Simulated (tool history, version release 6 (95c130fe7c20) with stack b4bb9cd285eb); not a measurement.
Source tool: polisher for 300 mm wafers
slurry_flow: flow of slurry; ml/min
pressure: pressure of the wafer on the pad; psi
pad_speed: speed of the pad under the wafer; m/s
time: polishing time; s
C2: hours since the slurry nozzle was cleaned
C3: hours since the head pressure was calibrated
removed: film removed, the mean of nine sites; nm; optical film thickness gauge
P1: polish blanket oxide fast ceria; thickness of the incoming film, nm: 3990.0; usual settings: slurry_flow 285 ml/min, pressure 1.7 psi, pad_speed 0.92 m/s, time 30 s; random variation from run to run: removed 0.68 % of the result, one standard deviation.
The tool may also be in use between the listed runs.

run 1 day=0.517 | slurry_flow=285 pressure=1.7 pad_speed=0.92 time=30 | wafers_polished_on_this_pad=704 C2=150.2 C3=242.8 | removed=214.18
run 2 day=1.1 | slurry_flow=285 pressure=1 pad_speed=0.92 time=30 | wafers_polished_on_this_pad=917 C2=164.2 C3=256.8 | removed=126.38
run 3 day=1.804 | slurry_flow=425 pressure=1.7 pad_speed=0.92 time=30 | wafers_polished_on_this_pad=1173 C2=181.1 C3=273.7 | removed=221.76
run 4 day=2.483 | slurry_flow=285 pressure=1.7 pad_speed=0.92 time=22 | wafers_polished_on_this_pad=1421 C2=197.4 C3=290 | removed=156.05
run 5 day=3.067 | slurry_flow=285 pressure=1.7 pad_speed=0.92 time=30 | wafers_polished_on_this_pad=1633 C2=211.4 C3=304 | removed=211.47
run 6 day=3.554 | slurry_flow=285 pressure=1.7 pad_speed=0.92 time=30 | wafers_polished_on_this_pad=1811 C2=223.1 C3=315.7 | removed=211.39
run 7 day=3.929 | slurry_flow=205 pressure=1.7 pad_speed=1.26 time=30 | wafers_polished_on_this_pad=1948 C2=232.1 C3=324.7 | removed=281.39
run 8 day=4.558 | slurry_flow=285 pressure=1.7 pad_speed=0.92 time=30 | wafers_polished_on_this_pad=2177 C2=247.2 C3=339.8 | removed=215.18
run 9 day=5.083 | slurry_flow=170 pressure=1.7 pad_speed=0.92 time=30 | wafers_polished_on_this_pad=2368 C2=259.8 C3=352.4 | removed=200.31
run 10 day=5.454 | slurry_flow=285 pressure=1.7 pad_speed=0.42 time=30 | wafers_polished_on_this_pad=2503 C2=268.7 C3=361.3 | removed=97.444
run 11 day=6.129 | slurry_flow=285 pressure=1.7 pad_speed=0.92 time=30 | wafers_polished_on_this_pad=2749 C2=284.9 C3=377.5 | removed=214.07
run 12 day=6.471 | slurry_flow=285 pressure=1.7 pad_speed=0.92 time=30 | wafers_polished_on_this_pad=2874 C2=293.1 C3=385.7 | removed=211.86
run 13 day=6.946 | slurry_flow=285 pressure=1.7 pad_speed=0.92 time=46 | wafers_polished_on_this_pad=3047 C2=304.5 C3=397.1 | removed=328.19
run 14 day=7.625 | slurry_flow=285 pressure=2.5 pad_speed=0.92 time=30 | wafers_polished_on_this_pad=3295 C2=320.8 C3=413.4 | removed=314.02
run 15 day=8.133 | slurry_flow=285 pressure=1.7 pad_speed=1.36 time=30 | wafers_polished_on_this_pad=3480 C2=333 C3=425.6 | removed=316.49
run 16 day=8.75 | slurry_flow=285 pressure=1.7 pad_speed=0.92 time=30 | wafers_polished_on_this_pad=3705 C2=347.8 C3=440.4 | removed=211.5
run 17 day=9.254 | slurry_flow=285 pressure=1.7 pad_speed=0.92 time=30 | wafers_polished_on_this_pad=3888 C2=359.9 C3=452.5 | removed=211.51
run 18 day=9.712 | slurry_flow=285 pressure=1.7 pad_speed=0.92 time=30 | wafers_polished_on_this_pad=4055 C2=370.9 C3=463.5 | removed=209.45
run 19 day=10.233 | slurry_flow=285 pressure=1.7 pad_speed=0.92 time=30 | wafers_polished_on_this_pad=4245 C2=383.4 C3=476 | removed=208.52
run 20 day=10.8 | slurry_flow=285 pressure=1.7 pad_speed=0.92 time=30 | wafers_polished_on_this_pad=4452 C2=397 C3=489.6 | removed=205.93
-- day=10.908 worn pad replaced by a new one
run 21 day=11.279 | slurry_flow=285 pressure=1.7 pad_speed=0.92 time=30 | wafers_polished_on_this_pad=136 C2=408.5 C3=501.1 | removed=206.79
run 22 day=11.858 | slurry_flow=285 pressure=1.7 pad_speed=0.92 time=30 | wafers_polished_on_this_pad=347 C2=422.4 C3=515 | removed=201.58
run 23 day=12.571 | slurry_flow=285 pressure=1.7 pad_speed=0.92 time=30 | wafers_polished_on_this_pad=606 C2=439.5 C3=532.1 | removed=201.54
run 24 day=13.088 | slurry_flow=285 pressure=1.7 pad_speed=0.92 time=30 | wafers_polished_on_this_pad=795 C2=451.9 C3=544.5 | removed=203.49
run 25 day=13.654 | slurry_flow=285 pressure=1.7 pad_speed=0.92 time=30 | wafers_polished_on_this_pad=1001 C2=465.5 C3=558.1 | removed=202.41
run 26 day=14.296 | slurry_flow=285 pressure=1.7 pad_speed=0.92 time=30 | wafers_polished_on_this_pad=1235 C2=480.9 C3=573.5 | removed=205.57

P1 no longer gives what it gave before; its output has crept away from where it was. The following 2 causes, each at its listed size, fit the log equally well:
A: head's pressure below its setpoint, % = 5.35
B: slurry flow missing at the pad, % = 36.9
The drift started at roughly day 8.75.
Other possible causes, and why each is ruled out:
removal rate lost through wear of the pad, %: serviced at day 10.908, after the drift had started, without restoring the earlier output

Of the 4 check runs below, each run on 2 wafers with the results averaged and each result still a question mark, which one would tell the listed causes apart?
run check 1 day=14.938 | slurry_flow=285 pressure=1.7 pad_speed=0.62 time=30 | removed=?
run check 2 day=14.938 | slurry_flow=285 pressure=2.4 pad_speed=0.44 time=30 | removed=?
run check 3 day=14.938 | slurry_flow=170 pressure=1.7 pad_speed=1.3 time=30 | removed=?
run check 4 day=14.938 | slurry_flow=285 pressure=2.4 pad_speed=0.92 time=44 | removed=?

Outcome of each check run for each possible cause:
check=check_1 result=removed if_A=136.38 if_B=136.38
check=check_2 result=removed if_A=136.64 if_B=136.63
check=check_3 result=removed if_A=268.36 if_B=259.39
check=check_4 result=removed if_A=419.03 if_B=419.01
Per-check spread between the two closest causes, in the result where they differ most: check 1 0 %; check 2 0 %; check 3 3.4 %; check 4 0 %
Check 3 tells the causes apart: in the others they would give nearly the same result.

The results of check 3 are: removed 258.71 nm. Based on these, which of the listed causes is it?

B is the cause: slurry flow missing at the pad, %.
